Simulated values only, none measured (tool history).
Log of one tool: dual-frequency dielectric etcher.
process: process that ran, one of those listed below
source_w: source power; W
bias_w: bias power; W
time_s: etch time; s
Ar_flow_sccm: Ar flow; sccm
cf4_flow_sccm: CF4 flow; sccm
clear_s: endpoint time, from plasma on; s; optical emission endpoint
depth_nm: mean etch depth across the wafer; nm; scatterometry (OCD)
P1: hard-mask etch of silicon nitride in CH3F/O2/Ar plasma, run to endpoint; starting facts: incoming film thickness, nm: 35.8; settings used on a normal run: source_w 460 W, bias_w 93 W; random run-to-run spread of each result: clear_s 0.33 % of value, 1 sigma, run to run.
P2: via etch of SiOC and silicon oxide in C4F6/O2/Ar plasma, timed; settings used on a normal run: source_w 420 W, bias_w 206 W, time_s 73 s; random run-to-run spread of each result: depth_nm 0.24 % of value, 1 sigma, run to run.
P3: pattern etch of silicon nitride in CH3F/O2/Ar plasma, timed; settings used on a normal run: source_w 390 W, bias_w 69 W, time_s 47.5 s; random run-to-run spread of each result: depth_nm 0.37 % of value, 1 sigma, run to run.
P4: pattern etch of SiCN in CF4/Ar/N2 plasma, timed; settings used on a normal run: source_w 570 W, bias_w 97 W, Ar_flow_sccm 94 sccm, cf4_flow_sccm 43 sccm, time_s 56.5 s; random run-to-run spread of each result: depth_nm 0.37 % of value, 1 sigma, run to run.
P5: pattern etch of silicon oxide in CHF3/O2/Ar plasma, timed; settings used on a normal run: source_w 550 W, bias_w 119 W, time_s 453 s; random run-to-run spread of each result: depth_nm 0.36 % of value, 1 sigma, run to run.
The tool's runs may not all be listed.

run    day  process  source_w  bias_w  time_s  Ar_flow_sccm  cf4_flow_sccm  clear_s  depth_nm
  1  0.288       P1       460      93                                        43.791
  2   0.55       P1       370      71                                        52.523
  3  0.712       P3       390      69    47.5                                          32.843
  4  0.962       P1       460      93                                        43.949
  5  1.267       P1       460      93                                        43.904
  6  1.512       P4       570      97    56.5            94             51             63.199
  7  1.667       P1       600      93                                        39.772
  8  1.921       P4       570      97    56.5            94             43             61.939
  9  2.167       P5       550     119     338                                          569.19
 10  2.354       P2       420     206      73                                           84.71
 11  2.617       P2       260     206      73                                          70.739
 12  2.867       P3       540      69    47.5                                          37.291
     2.946  -- bias power generator calibrated
 13  3.125       P2       420     206    53.5                                          62.289
 14  3.346       P3       390      47    47.5                                          28.991
 15  3.662       P3       390      69      30                                          20.732
 16  3.917       P2       420     206      73                                           84.95
 17  4.104       P5       550     119     453                                          765.41
 18  4.404       P4       570      77    56.5            94             43              56.73
 19  4.662       P1       460     122                                        39.642
 20   4.95       P5       550     119     453                                          764.88
 21    5.2       P2       420     131      73                                          73.538
 22    5.5       P4       680      97    56.5            94             43             72.509
 23  5.825       P1       460      66                                        49.618
 24  6.112       P1       330      93                                        49.949
 25  6.292       P4       570      97      34            94             43             37.121
 26  6.483       P4       570      97    56.5            74             43             63.954
 27  6.679       P5       550     168     453                                          855.27
 28  6.975       P1       460      93                                        43.765
 29  7.171       P5       360     119     453                                          648.59
 30    7.4       P1       460      93                                        44.063
 31  7.562       P1       460      93                                        44.146
 32  7.762       P1       460      93                                        44.501
 33  8.008       P1       460      93                                        44.489
 34  8.242       P1       460      93                                        44.373
 35  8.467       P1       460      93                                        44.719
     8.471  -- wet clean of the chamber
 36  8.621       P1       460      93                                        44.584
 37  8.954       P1       460      93                                        44.715
 38  9.146       P1       460      93                                        44.803

The log shows P1 creeping away from where it was. Any of the 2 causes listed here, at the size stated for it, fits the log just as well as the others:
A: bias power that arrives under what is set, % = 4.76
B: source power that arrives under what is set, % = 4.54
Creep in the process output first set in at about day 7.4.
Each remaining cause and why it is not a fit:
chamber walls in a state that lowers the etch rate, %: serviced at day 8.471, which brought nothing back

Each of the check runs listed below is run on 2 wafers and reports their average, with the results left as question marks. Pick the one under which the possible causes would lead to clearly different results.
check 1  9.338       P3       520      69    47.5                                               ?
check 2  9.338       P4       570      97      34            94             43                  ?
check 3  9.338       P5       370     167     453                                               ?
check 4  9.338       P2       310     206      73                                               ?

Outcome of each check run for each possible cause:
  check    result    if A    if B
check 1  depth_nm  36.022  35.962
check 2  depth_nm  36.607  35.828
check 3  depth_nm  720.76  720.01
check 4  depth_nm   74.35  74.245
Per check, the gap between the least separated pair of causes, taken in the result that splits them most: check 1 0.17 %; check 2 2.15 %; check 3 0.1 %; check 4 0.14 %
Check 2 is the one run that separates the causes; every other check would come out nearly the same whichever cause is at work.

With check 2 done, the readings were: depth_nm 36.666 nm. Identify which of the listed causes applies.

It was cause A: bias power that arrives under what is set, %.
